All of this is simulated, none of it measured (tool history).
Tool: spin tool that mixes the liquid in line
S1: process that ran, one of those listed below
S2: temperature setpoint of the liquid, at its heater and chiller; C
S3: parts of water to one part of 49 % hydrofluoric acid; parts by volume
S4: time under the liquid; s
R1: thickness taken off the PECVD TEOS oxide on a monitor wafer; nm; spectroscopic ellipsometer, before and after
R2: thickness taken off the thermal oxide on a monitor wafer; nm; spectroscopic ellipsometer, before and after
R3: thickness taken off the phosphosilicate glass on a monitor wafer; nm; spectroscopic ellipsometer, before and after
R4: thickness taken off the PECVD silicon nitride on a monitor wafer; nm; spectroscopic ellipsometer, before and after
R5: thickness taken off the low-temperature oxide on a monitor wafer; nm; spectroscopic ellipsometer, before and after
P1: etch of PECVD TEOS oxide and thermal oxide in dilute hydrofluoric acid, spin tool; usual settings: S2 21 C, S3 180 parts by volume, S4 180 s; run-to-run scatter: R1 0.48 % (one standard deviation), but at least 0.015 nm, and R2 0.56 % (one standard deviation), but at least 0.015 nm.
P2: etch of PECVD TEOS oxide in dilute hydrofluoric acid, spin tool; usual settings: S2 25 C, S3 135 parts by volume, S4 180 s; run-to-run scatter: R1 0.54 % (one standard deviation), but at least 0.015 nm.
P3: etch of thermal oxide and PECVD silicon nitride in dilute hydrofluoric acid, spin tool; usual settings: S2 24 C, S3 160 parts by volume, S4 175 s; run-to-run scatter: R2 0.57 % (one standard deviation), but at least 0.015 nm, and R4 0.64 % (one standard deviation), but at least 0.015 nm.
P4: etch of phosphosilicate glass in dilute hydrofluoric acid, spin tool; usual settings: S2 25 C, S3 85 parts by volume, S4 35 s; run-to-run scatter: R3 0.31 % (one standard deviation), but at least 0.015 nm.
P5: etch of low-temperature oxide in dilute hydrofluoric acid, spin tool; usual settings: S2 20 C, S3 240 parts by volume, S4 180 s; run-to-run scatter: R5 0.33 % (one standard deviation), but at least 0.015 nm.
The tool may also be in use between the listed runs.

run   hour  S1    S2   S3   S4      R1      R2      R3      R4      R5
  1   10.8  P1    21  180  180  16.409  3.8111
  2   23.1  P2    25  135  355  44.654
  3   36.4  P1    21  180  180  16.409  3.8259
  4   49.1  P1    21   30  180  116.58  26.817
  5     58  P1    21  180  180  16.385   3.785
  6   75.5  P1    21  180  295  26.729  6.2456
      92.5  -- thermometer replaced
  7   94.2  P4  33.5   85   35                   55.26
  8    110  P3    24  160  175          4.7205          3.3635
  9  124.2  P5    20  240   55                                  2.7536
 10  133.9  P1    21  180  180  16.376  3.7733
 11  143.5  P1    17  180  305  23.796   5.488
 12  151.9  P3  19.5  160  175          4.0194          2.5475
 13  163.4  P4    25   85   35                   39.69
 14  180.4  P1    27  180  180   20.58  4.7117
 15  189.1  P3    24  160   80          2.1379          1.5175
 16  198.4  P3    24  265  175          2.5529          2.0393
 17  213.7  P1    21  180  180  16.482  3.7386
 18  232.4  P1    17  180  180  14.052  3.2062
 19  246.6  P1    21  180   80  7.2609  1.7156
 20    258  P1    21  265  180  10.293  2.3289
 21  276.4  P1    25  180   75  7.9318  1.8203
 22  287.1  P5    20  240  180                                   9.005
 23  296.3  P5  23.5  240  180                                  10.304
 24  307.7  P2    25   45  180  76.153
 25  318.1  P4    25   85   15                  16.977
 26    335  P5    20  330  180                                   5.975
 27  344.5  P1    21  180  180  16.453   3.766
 28  360.1  P3    24  160  175          4.6787          3.3955
 29  373.8  P2    18  135  180  17.203
 30  390.4  P5    20  240  180                                  8.9993
 31  408.1  P4    25  150   35                  20.779
 32  418.2  P1  25.5   90  180  43.546  9.9062
 33  437.2  P2    25  135  180  22.643
 34  454.1  P1    21  180  180  16.401  3.8001
 35  469.8  P1    21  180  180  15.908  3.7112
 36  487.6  P1    21  180  180  15.702  3.6325
 37  496.3  P1    21  180  180  15.664  3.6135
 38  514.7  P1    21  180  180   15.58  3.6609
 39  528.8  P1    21  180  180  15.613  3.5574
 40  546.2  P1    21  180  180  15.487  3.6056
 41  557.3  P1    21  180  180  15.489   3.601

Something has made what P1 gives creep away from where it was; the 2 causes below, each at its own stated size, fit the log equally well:
A: liquid colder than its thermometer reads (K) = 1.44
B: hydrofluoric acid flow below the setpoint (%) = 4.58
The process output started creeping at around hour 454.1.

Consider the 4 check runs below, whose results appear as question marks and each of which averages 3 wafers. Which one distinguishes the causes, in that each cause would give it a clearly different result?
check 1  568.4  P4  30   85   20           ?
check 2  568.4  P2  20  135  180   ?
check 3  568.4  P3  24  245  175       ?       ?
check 4  568.4  P5  20  320   70                   ?

Outcome of each check run for each possible cause:
  check  result    if A    if B
check 1      R3  26.133  26.193
check 2      R1  17.639  17.719
check 3      R2  2.6714  2.6536
check 3      R4  2.0143  2.1044
check 4      R5  2.3144  2.2964
Minimum pairwise separation of causes per check, each pair taken at its best-separating result: check 1 0.23 %; check 2 0.45 %; check 3 4.38 %; check 4 0.78 %
Check 3 distinguishes between the causes, while the remaining checks would return nearly the same result for all of them.

After running check 3, the following was obtained: R2 2.6785 nm; R4 2.0229 nm. Which cause does this point to?

The correct cause is A, namely: liquid colder than its thermometer reads (K).

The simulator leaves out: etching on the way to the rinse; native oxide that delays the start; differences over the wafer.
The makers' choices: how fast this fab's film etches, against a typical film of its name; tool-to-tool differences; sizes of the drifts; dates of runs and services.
